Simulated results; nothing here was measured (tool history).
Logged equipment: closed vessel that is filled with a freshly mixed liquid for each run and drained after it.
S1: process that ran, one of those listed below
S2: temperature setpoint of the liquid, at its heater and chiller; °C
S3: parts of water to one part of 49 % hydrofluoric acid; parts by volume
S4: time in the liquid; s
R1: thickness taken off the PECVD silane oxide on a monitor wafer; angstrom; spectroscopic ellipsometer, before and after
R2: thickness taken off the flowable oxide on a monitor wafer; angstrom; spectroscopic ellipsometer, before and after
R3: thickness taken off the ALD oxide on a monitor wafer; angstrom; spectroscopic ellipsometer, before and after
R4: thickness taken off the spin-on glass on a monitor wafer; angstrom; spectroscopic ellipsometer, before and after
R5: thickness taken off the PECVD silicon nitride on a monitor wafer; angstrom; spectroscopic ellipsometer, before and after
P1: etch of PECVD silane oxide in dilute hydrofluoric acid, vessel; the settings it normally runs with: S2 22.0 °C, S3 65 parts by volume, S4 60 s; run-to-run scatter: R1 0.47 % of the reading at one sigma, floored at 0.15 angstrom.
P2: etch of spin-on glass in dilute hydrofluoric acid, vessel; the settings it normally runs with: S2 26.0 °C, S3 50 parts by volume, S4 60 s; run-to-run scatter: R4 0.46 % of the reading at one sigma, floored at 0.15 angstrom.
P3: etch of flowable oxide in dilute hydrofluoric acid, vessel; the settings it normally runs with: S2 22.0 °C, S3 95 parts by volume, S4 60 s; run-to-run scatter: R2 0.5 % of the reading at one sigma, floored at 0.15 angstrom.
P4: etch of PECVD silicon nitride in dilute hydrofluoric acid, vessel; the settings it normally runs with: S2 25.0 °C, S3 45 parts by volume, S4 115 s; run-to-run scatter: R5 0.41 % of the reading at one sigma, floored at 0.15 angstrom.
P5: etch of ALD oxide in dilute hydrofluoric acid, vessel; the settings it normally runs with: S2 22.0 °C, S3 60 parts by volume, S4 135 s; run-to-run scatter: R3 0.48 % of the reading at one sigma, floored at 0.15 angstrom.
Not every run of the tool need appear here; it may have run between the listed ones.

| run | hour | S1 | S2 | S3 | S4 | R1 | R2 | R3 | R4 | R5 |
|---|---|---|---|---|---|---|---|---|---|---|
| 1 | 6.5 | P1 | 22.0 | 65 | 60 | 256.12 |  |  |  |  |
| 2 | 10.8 | P1 | 22.0 | 65 | 60 | 256.78 |  |  |  |  |
| 3 | 17.7 | P1 | 26.0 | 65 | 110 | 547.58 |  |  |  |  |
| 4 | 25.4 | P1 | 22.0 | 65 | 60 | 255.21 |  |  |  |  |
| 5 | 31.5 | P1 | 22.0 | 65 | 60 | 255.06 |  |  |  |  |
| 6 | 36.4 | P3 | 22.0 | 95 | 105 |  | 599.08 |  |  |  |
|  | 37.7 | hydrofluoric acid flow meter replaced |
| 7 | 41.5 | P5 | 22.0 | 60 | 135 |  |  | 384.810 |  |  |
| 8 | 48.0 | P5 | 22.0 | 30 | 135 |  |  | 798.300 |  |  |
| 9 | 52.8 | P2 | 26.0 | 50 | 60 |  |  |  | 463.89 |  |
| 10 | 59.4 | P5 | 22.0 | 60 | 135 |  |  | 386.960 |  |  |
| 11 | 69.2 | P1 | 22.0 | 30 | 60 | 580.94 |  |  |  |  |
| 12 | 75.6 | P4 | 25.0 | 45 | 115 |  |  |  |  | 53.328 |
| 13 | 82.9 | P2 | 31.0 | 50 | 60 |  |  |  | 563.32 |  |
| 14 | 92.1 | P5 | 30.5 | 60 | 135 |  |  | 540.860 |  |  |
| 15 | 99.4 | P3 | 29.5 | 95 | 60 |  | 459.09 |  |  |  |
|  | 100.0 | thermometer replaced |
| 16 | 107.5 | P3 | 22.0 | 95 | 60 |  | 342.18 |  |  |  |
| 17 | 112.9 | P1 | 18.5 | 65 | 85 | 312.23 |  |  |  |  |
| 18 | 121.7 | P1 | 22.0 | 65 | 30 | 128.49 |  |  |  |  |
| 19 | 130.0 | P2 | 26.0 | 50 | 110 |  |  |  | 852.88 |  |
| 20 | 134.4 | P4 | 25.0 | 45 | 115 |  |  |  |  | 53.406 |
| 21 | 143.4 | P4 | 25.0 | 70 | 115 |  |  |  |  | 34.918 |
| 22 | 151.0 | P1 | 22.0 | 65 | 60 | 254.08 |  |  |  |  |
| 23 | 158.5 | P1 | 17.0 | 110 | 60 | 116.65 |  |  |  |  |
| 24 | 163.6 | P3 | 22.0 | 150 | 60 |  | 202.89 |  |  |  |
| 25 | 171.8 | P1 | 22.0 | 65 | 60 | 255.54 |  |  |  |  |
| 26 | 180.5 | P1 | 22.0 | 100 | 60 | 158.71 |  |  |  |  |
| 27 | 186.2 | P4 | 25.0 | 45 | 60 |  |  |  |  | 28.171 |
| 28 | 192.8 | P5 | 22.0 | 60 | 30 |  |  | 85.902 |  |  |
| 29 | 201.1 | P4 | 31.0 | 45 | 115 |  |  |  |  | 79.426 |
| 30 | 206.3 | P1 | 17.0 | 65 | 60 | 208.55 |  |  |  |  |
| 31 | 210.8 | P1 | 22.0 | 65 | 115 | 490.46 |  |  |  |  |
| 32 | 218.7 | P2 | 26.0 | 85 | 60 |  |  |  | 259.78 |  |
| 33 | 228.4 | P1 | 22.0 | 65 | 60 | 256.72 |  |  |  |  |
| 34 | 237.3 | P1 | 29.0 | 65 | 60 | 338.08 |  |  |  |  |
| 35 | 243.5 | P2 | 26.0 | 50 | 60 |  |  |  | 465.25 |  |
| 36 | 250.1 | P1 | 22.0 | 65 | 60 | 256.27 |  |  |  |  |
| 37 | 255.4 | P1 | 22.0 | 65 | 60 | 261.22 |  |  |  |  |
| 38 | 262.4 | P1 | 22.0 | 65 | 60 | 265.60 |  |  |  |  |
| 39 | 271.2 | P1 | 22.0 | 65 | 60 | 267.19 |  |  |  |  |
| 40 | 279.1 | P1 | 22.0 | 65 | 60 | 271.48 |  |  |  |  |
| 41 | 286.1 | P1 | 22.0 | 65 | 60 | 269.21 |  |  |  |  |
| 42 | 290.8 | P1 | 22.0 | 65 | 60 | 272.16 |  |  |  |  |
| 43 | 300.7 | P1 | 22.0 | 65 | 60 | 270.85 |  |  |  |  |

What P1 gives has crept off from where it sat before. The 2 causes that follow fit the log equally well, each at the size noted:
A: hydrofluoric acid flow above the setpoint (%) = 5.65
B: liquid hotter than its thermometer reads (K) = 1.44
The drift started at roughly hour 250.1.

Which of the 4 check runs listed below separates the causes, so that each cause would produce a clearly different result? Each run uses one wafer, and its results are marked with question marks.
| check 1 | 310.6 | P5 | 22.0 | 60 | 135 |  |  | ? |  |  |
| check 2 | 310.6 | P3 | 22.0 | 95 | 60 |  | ? |  |  |  |
| check 3 | 310.6 | P2 | 26.0 | 50 | 60 |  |  |  | ? |  |
| check 4 | 310.6 | P4 | 25.0 | 45 | 115 |  |  |  |  | ? |

Expected result of each check under each candidate cause:
| check | result | if A | if B |
|---|---|---|---|
| check 1 | R3 | 409.450 | 409.620 |
| check 2 | R2 | 362.60 | 361.49 |
| check 3 | R4 | 493.24 | 492.94 |
| check 4 | R5 | 56.391 | 58.828 |
Gap, in per cent, between the two causes that each check separates least, read from the result that separates them most: check 1 0.04 %; check 2 0.31 %; check 3 0.06 %; check 4 4.23 %
The other checks would show nearly matching results whichever cause is true, so check 4 is the only one that separates the causes.

After running check 4, the following was obtained: R5 56.395 angstrom. Which cause does this point to?

Of the candidate causes, it is A: hydrofluoric acid flow above the setpoint (%).
